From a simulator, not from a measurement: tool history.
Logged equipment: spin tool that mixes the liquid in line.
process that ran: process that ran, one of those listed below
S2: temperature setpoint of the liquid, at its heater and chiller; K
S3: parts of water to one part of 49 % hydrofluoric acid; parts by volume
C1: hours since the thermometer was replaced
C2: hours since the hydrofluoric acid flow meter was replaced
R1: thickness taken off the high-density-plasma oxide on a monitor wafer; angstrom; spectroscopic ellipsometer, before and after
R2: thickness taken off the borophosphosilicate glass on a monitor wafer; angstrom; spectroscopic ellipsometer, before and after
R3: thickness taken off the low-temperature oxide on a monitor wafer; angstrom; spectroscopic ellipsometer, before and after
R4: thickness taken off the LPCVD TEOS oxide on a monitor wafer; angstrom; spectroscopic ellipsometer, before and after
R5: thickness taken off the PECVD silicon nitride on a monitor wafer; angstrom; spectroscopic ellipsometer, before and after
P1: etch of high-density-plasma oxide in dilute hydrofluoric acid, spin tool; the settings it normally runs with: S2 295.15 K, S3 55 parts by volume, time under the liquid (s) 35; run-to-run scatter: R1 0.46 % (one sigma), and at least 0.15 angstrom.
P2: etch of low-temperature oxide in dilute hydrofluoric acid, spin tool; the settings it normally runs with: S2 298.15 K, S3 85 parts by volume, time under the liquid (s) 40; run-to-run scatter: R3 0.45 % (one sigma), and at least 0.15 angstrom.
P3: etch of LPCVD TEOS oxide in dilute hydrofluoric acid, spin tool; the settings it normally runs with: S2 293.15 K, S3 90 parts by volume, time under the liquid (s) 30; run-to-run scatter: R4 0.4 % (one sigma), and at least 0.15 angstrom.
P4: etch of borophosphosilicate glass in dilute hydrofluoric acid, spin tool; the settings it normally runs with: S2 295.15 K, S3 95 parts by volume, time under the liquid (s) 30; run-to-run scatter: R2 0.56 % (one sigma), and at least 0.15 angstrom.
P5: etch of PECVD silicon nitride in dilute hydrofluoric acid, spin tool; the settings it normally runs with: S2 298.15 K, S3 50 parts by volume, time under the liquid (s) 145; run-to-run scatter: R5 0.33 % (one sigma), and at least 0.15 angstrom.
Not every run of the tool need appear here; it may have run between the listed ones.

run 1 hour=7.6 | process_that_ran=P1 S2=295.15 S3=55 time_under_the_liquid_(s)=35 | C1=762.6 C2=234.2 | R1=61.683
run 2 hour=14.3 | process_that_ran=P4 S2=291.65 S3=95 time_under_the_liquid_(s)=30 | C1=769.3 C2=240.9 | R2=161.14
run 3 hour=25.1 | process_that_ran=P4 S2=295.15 S3=50 time_under_the_liquid_(s)=30 | C1=780.1 C2=251.7 | R2=375.39
run 4 hour=31.8 | process_that_ran=P2 S2=298.15 S3=85 time_under_the_liquid_(s)=40 | C1=786.8 C2=258.4 | R3=181.41
run 5 hour=38.9 | process_that_ran=P1 S2=295.15 S3=55 time_under_the_liquid_(s)=35 | C1=793.9 C2=265.5 | R1=61.364
run 6 hour=45.8 | process_that_ran=P1 S2=291.15 S3=55 time_under_the_liquid_(s)=35 | C1=800.8 C2=272.4 | R1=52.123
run 7 hour=56.5 | process_that_ran=P2 S2=298.15 S3=85 time_under_the_liquid_(s)=40 | C1=811.5 C2=283.1 | R3=181.02
run 8 hour=66.4 | process_that_ran=P3 S2=293.15 S3=55 time_under_the_liquid_(s)=30 | C1=821.4 C2=293 | R4=124.65
run 9 hour=72.8 | process_that_ran=P5 S2=298.15 S3=75 time_under_the_liquid_(s)=145 | C1=827.8 C2=299.4 | R5=83.134
run 10 hour=82.1 | process_that_ran=P1 S2=295.15 S3=55 time_under_the_liquid_(s)=35 | C1=837.1 C2=308.7 | R1=61.171
run 11 hour=93.9 | process_that_ran=P3 S2=297.65 S3=90 time_under_the_liquid_(s)=30 | C1=848.9 C2=320.5 | R4=87.867
run 12 hour=104.7 | process_that_ran=P5 S2=298.15 S3=50 time_under_the_liquid_(s)=280 | C1=859.7 C2=331.3 | R5=241.2
run 13 hour=114.9 | process_that_ran=P3 S2=293.15 S3=90 time_under_the_liquid_(s)=30 | C1=869.9 C2=341.5 | R4=73.264
run 14 hour=121.1 | process_that_ran=P4 S2=295.15 S3=95 time_under_the_liquid_(s)=30 | C1=876.1 C2=347.7 | R2=186.67
run 15 hour=129.1 | process_that_ran=P3 S2=293.15 S3=90 time_under_the_liquid_(s)=30 | C1=884.1 C2=355.7 | R4=72.696
run 16 hour=134.9 | process_that_ran=P1 S2=295.15 S3=55 time_under_the_liquid_(s)=15 | C1=889.9 C2=361.5 | R1=26.365
run 17 hour=141.4 | process_that_ran=P2 S2=298.15 S3=150 time_under_the_liquid_(s)=40 | C1=896.4 C2=368 | R3=95.016
run 18 hour=153.1 | process_that_ran=P1 S2=295.15 S3=90 time_under_the_liquid_(s)=35 | C1=908.1 C2=379.7 | R1=35.809
run 19 hour=160.2 | process_that_ran=P1 S2=295.15 S3=55 time_under_the_liquid_(s)=35 | C1=915.2 C2=386.8 | R1=61.521
run 20 hour=166.7 | process_that_ran=P5 S2=298.15 S3=50 time_under_the_liquid_(s)=145 | C1=921.7 C2=393.3 | R5=124.61
run 21 hour=178.1 | process_that_ran=P1 S2=291.15 S3=30 time_under_the_liquid_(s)=35 | C1=933.1 C2=404.7 | R1=97.323
run 22 hour=188.1 | process_that_ran=P1 S2=290.15 S3=20 time_under_the_liquid_(s)=35 | C1=943.1 C2=414.7 | R1=142.47
run 23 hour=199.4 | process_that_ran=P4 S2=295.15 S3=95 time_under_the_liquid_(s)=15 | C1=954.4 C2=426 | R2=92.076
run 24 hour=210.8 | process_that_ran=P1 S2=295.15 S3=25 time_under_the_liquid_(s)=15 | C1=965.8 C2=437.4 | R1=59.948
run 25 hour=219.3 | process_that_ran=P1 S2=295.15 S3=30 time_under_the_liquid_(s)=35 | C1=974.3 C2=445.9 | R1=115.7
run 26 hour=231.1 | process_that_ran=P2 S2=304.65 S3=85 time_under_the_liquid_(s)=40 | C1=986.1 C2=457.7 | R3=233.83
run 27 hour=237.3 | process_that_ran=P5 S2=301.65 S3=50 time_under_the_liquid_(s)=145 | C1=992.3 C2=463.9 | R5=157.07
run 28 hour=249 | process_that_ran=P1 S2=295.15 S3=55 time_under_the_liquid_(s)=55 | C1=1004 C2=475.6 | R1=95.687
run 29 hour=257.3 | process_that_ran=P1 S2=295.15 S3=55 time_under_the_liquid_(s)=35 | C1=1012.3 C2=483.9 | R1=61.317
run 30 hour=262.5 | process_that_ran=P1 S2=301.65 S3=55 time_under_the_liquid_(s)=35 | C1=1017.5 C2=489.1 | R1=79.764
run 31 hour=274.3 | process_that_ran=P2 S2=298.15 S3=85 time_under_the_liquid_(s)=15 | C1=1029.3 C2=500.9 | R3=68.061
run 32 hour=281.4 | process_that_ran=P3 S2=293.15 S3=90 time_under_the_liquid_(s)=15 | C1=1036.4 C2=508 | R4=36.478
run 33 hour=292.6 | process_that_ran=P5 S2=298.15 S3=50 time_under_the_liquid_(s)=145 | C1=1047.6 C2=519.2 | R5=125.41
run 34 hour=303.6 | process_that_ran=P1 S2=295.15 S3=55 time_under_the_liquid_(s)=35 | C1=1058.6 C2=530.2 | R1=61.142
run 35 hour=314.6 | process_that_ran=P1 S2=295.15 S3=55 time_under_the_liquid_(s)=35 | C1=1069.6 C2=541.2 | R1=63.323
run 36 hour=326.4 | process_that_ran=P1 S2=295.15 S3=55 time_under_the_liquid_(s)=35 | C1=1081.4 C2=553 | R1=65.36
run 37 hour=337.7 | process_that_ran=P1 S2=295.15 S3=55 time_under_the_liquid_(s)=35 | C1=1092.7 C2=564.3 | R1=65.669
run 38 hour=349 | process_that_ran=P1 S2=295.15 S3=55 time_under_the_liquid_(s)=35 | C1=1104 C2=575.6 | R1=66.821
run 39 hour=355.8 | process_that_ran=P1 S2=295.15 S3=55 time_under_the_liquid_(s)=35 | C1=1110.8 C2=582.4 | R1=66.524
run 40 hour=362.3 | process_that_ran=P1 S2=295.15 S3=55 time_under_the_liquid_(s)=35 | C1=1117.3 C2=588.9 | R1=66.59
run 41 hour=373.6 | process_that_ran=P1 S2=295.15 S3=55 time_under_the_liquid_(s)=35 | C1=1128.6 C2=600.2 | R1=67.151
run 42 hour=381 | process_that_ran=P1 S2=295.15 S3=55 time_under_the_liquid_(s)=35 | C1=1136 C2=607.6 | R1=66.571

The output of P1 has drifted from where it used to be. Each of the 2 causes below, taken at the size shown beside it, accounts for the log equally well:
A: hydrofluoric acid flow above the setpoint (%) = 8.21
B: liquid hotter than its thermometer reads (K) = 2.04
The drift started at roughly hour 303.6.

The check runs listed below each take one wafer, and their results are still question marks. Under which run would the listed causes lead to clearly different results?
run check 1 hour=388.4 | process_that_ran=P3 S2=293.15 S3=90 time_under_the_liquid_(s)=30 | R4=?
run check 2 hour=388.4 | process_that_ran=P2 S2=298.15 S3=85 time_under_the_liquid_(s)=40 | R3=?
run check 3 hour=388.4 | process_that_ran=P5 S2=298.15 S3=50 time_under_the_liquid_(s)=145 | R5=?
run check 4 hour=388.4 | process_that_ran=P4 S2=295.15 S3=95 time_under_the_liquid_(s)=30 | R2=?

What each check would give under each cause:
check=check_1 result=R4 if_A=80.041 if_B=79.792
check=check_2 result=R3 if_A=198.02 if_B=196.64
check=check_3 result=R5 if_A=134.61 if_B=142.69
check=check_4 result=R2 if_A=202.83 if_B=201.69
How far apart the two closest causes lie, in the result that separates them most: check 1 0.31 %; check 2 0.7 %; check 3 5.83 %; check 4 0.57 %
The causes can be told apart only by check 3. The other checks would give nearly the same results under each of them.

Here is what check 3 returned: R5 142.64 angstrom. Which cause is it?

The correct cause is B, namely: liquid hotter than its thermometer reads (K).
